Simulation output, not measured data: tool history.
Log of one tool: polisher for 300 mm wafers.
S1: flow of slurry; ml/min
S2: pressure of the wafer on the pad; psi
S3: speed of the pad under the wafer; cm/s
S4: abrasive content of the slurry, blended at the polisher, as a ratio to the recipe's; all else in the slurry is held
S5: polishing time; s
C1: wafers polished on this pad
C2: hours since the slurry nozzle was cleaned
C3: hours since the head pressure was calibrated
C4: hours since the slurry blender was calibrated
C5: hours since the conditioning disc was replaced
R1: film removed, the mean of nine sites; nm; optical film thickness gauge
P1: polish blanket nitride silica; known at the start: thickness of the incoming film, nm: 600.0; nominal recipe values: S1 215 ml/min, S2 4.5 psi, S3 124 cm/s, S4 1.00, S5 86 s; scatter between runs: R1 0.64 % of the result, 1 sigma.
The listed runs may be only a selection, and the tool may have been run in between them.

{"run": 1, "hour": 8.4, "S1": 215, "S2": 4.5, "S3": 124, "S4": 1.0, "S5": 86, "C1": 656, "C2": 446.6, "C3": 513.1, "C4": 168.3, "C5": 104.5, "R1": 70.474}
{"run": 2, "hour": 17.5, "S1": 215, "S2": 4.5, "S3": 124, "S4": 1.0, "S5": 86, "C1": 757, "C2": 455.7, "C3": 522.2, "C4": 177.4, "C5": 113.6, "R1": 69.998}
{"hour": 24.4, "done": "conditioning disc replaced and pad reconditioned"}
{"run": 3, "hour": 25.0, "S1": 215, "S2": 4.5, "S3": 124, "S4": 1.25, "S5": 86, "C1": 840, "C2": 463.2, "C3": 529.7, "C4": 184.9, "C5": 0.6, "R1": 75.966}
{"run": 4, "hour": 38.9, "S1": 215, "S2": 3.1, "S3": 86, "S4": 1.0, "S5": 86, "C1": 994, "C2": 477.1, "C3": 543.6, "C4": 198.8, "C5": 14.5, "R1": 36.073}
{"run": 5, "hour": 52.6, "S1": 215, "S2": 4.5, "S3": 124, "S4": 1.0, "S5": 86, "C1": 1146, "C2": 490.8, "C3": 557.3, "C4": 212.5, "C5": 28.2, "R1": 70.18}
{"run": 6, "hour": 66.3, "S1": 215, "S2": 2.7, "S3": 124, "S4": 1.0, "S5": 86, "C1": 1298, "C2": 504.5, "C3": 571.0, "C4": 226.2, "C5": 41.9, "R1": 41.8}
{"run": 7, "hour": 78.6, "S1": 215, "S2": 4.5, "S3": 196, "S4": 1.0, "S5": 86, "C1": 1434, "C2": 516.8, "C3": 583.3, "C4": 238.5, "C5": 54.2, "R1": 100.67}
{"run": 8, "hour": 85.4, "S1": 215, "S2": 4.5, "S3": 124, "S4": 1.0, "S5": 40, "C1": 1509, "C2": 523.6, "C3": 590.1, "C4": 245.3, "C5": 61.0, "R1": 32.606}
{"run": 9, "hour": 97.3, "S1": 215, "S2": 4.5, "S3": 124, "S4": 0.5, "S5": 86, "C1": 1641, "C2": 535.5, "C3": 602.0, "C4": 257.2, "C5": 72.9, "R1": 48.478}
{"run": 10, "hour": 107.9, "S1": 325, "S2": 4.5, "S3": 124, "S4": 1.0, "S5": 86, "C1": 1759, "C2": 546.1, "C3": 612.6, "C4": 267.8, "C5": 83.5, "R1": 73.185}
{"run": 11, "hour": 120.0, "S1": 215, "S2": 4.5, "S3": 124, "S4": 1.0, "S5": 86, "C1": 1893, "C2": 558.2, "C3": 624.7, "C4": 279.9, "C5": 95.6, "R1": 69.371}
{"run": 12, "hour": 126.5, "S1": 215, "S2": 4.5, "S3": 62, "S4": 1.0, "S5": 86, "C1": 1965, "C2": 564.7, "C3": 631.2, "C4": 286.4, "C5": 102.1, "R1": 39.91}
{"run": 13, "hour": 141.5, "S1": 215, "S2": 4.5, "S3": 124, "S4": 1.0, "S5": 86, "C1": 2131, "C2": 579.7, "C3": 646.2, "C4": 301.4, "C5": 117.1, "R1": 69.666}
{"run": 14, "hour": 154.1, "S1": 215, "S2": 4.5, "S3": 124, "S4": 1.45, "S5": 44, "C1": 2271, "C2": 592.3, "C3": 658.8, "C4": 314.0, "C5": 129.7, "R1": 41.547}
{"run": 15, "hour": 163.0, "S1": 215, "S2": 7.2, "S3": 124, "S4": 1.0, "S5": 86, "C1": 2369, "C2": 601.2, "C3": 667.7, "C4": 322.9, "C5": 138.6, "R1": 111.6}
{"run": 16, "hour": 177.6, "S1": 215, "S2": 4.5, "S3": 124, "S4": 1.0, "S5": 112, "C1": 2531, "C2": 615.8, "C3": 682.3, "C4": 337.5, "C5": 153.2, "R1": 91.229}

Expected results for the next run?
{"run": 17, "hour": 187.1, "S1": 130, "S2": 4.5, "S3": 124, "S4": 1.0, "S5": 86, "C1": 2636, "C2": 625.3, "C3": 691.8, "C4": 347.0, "C5": 162.7, "R1": "?"}

{"run 17": {"R1": 65.373}}

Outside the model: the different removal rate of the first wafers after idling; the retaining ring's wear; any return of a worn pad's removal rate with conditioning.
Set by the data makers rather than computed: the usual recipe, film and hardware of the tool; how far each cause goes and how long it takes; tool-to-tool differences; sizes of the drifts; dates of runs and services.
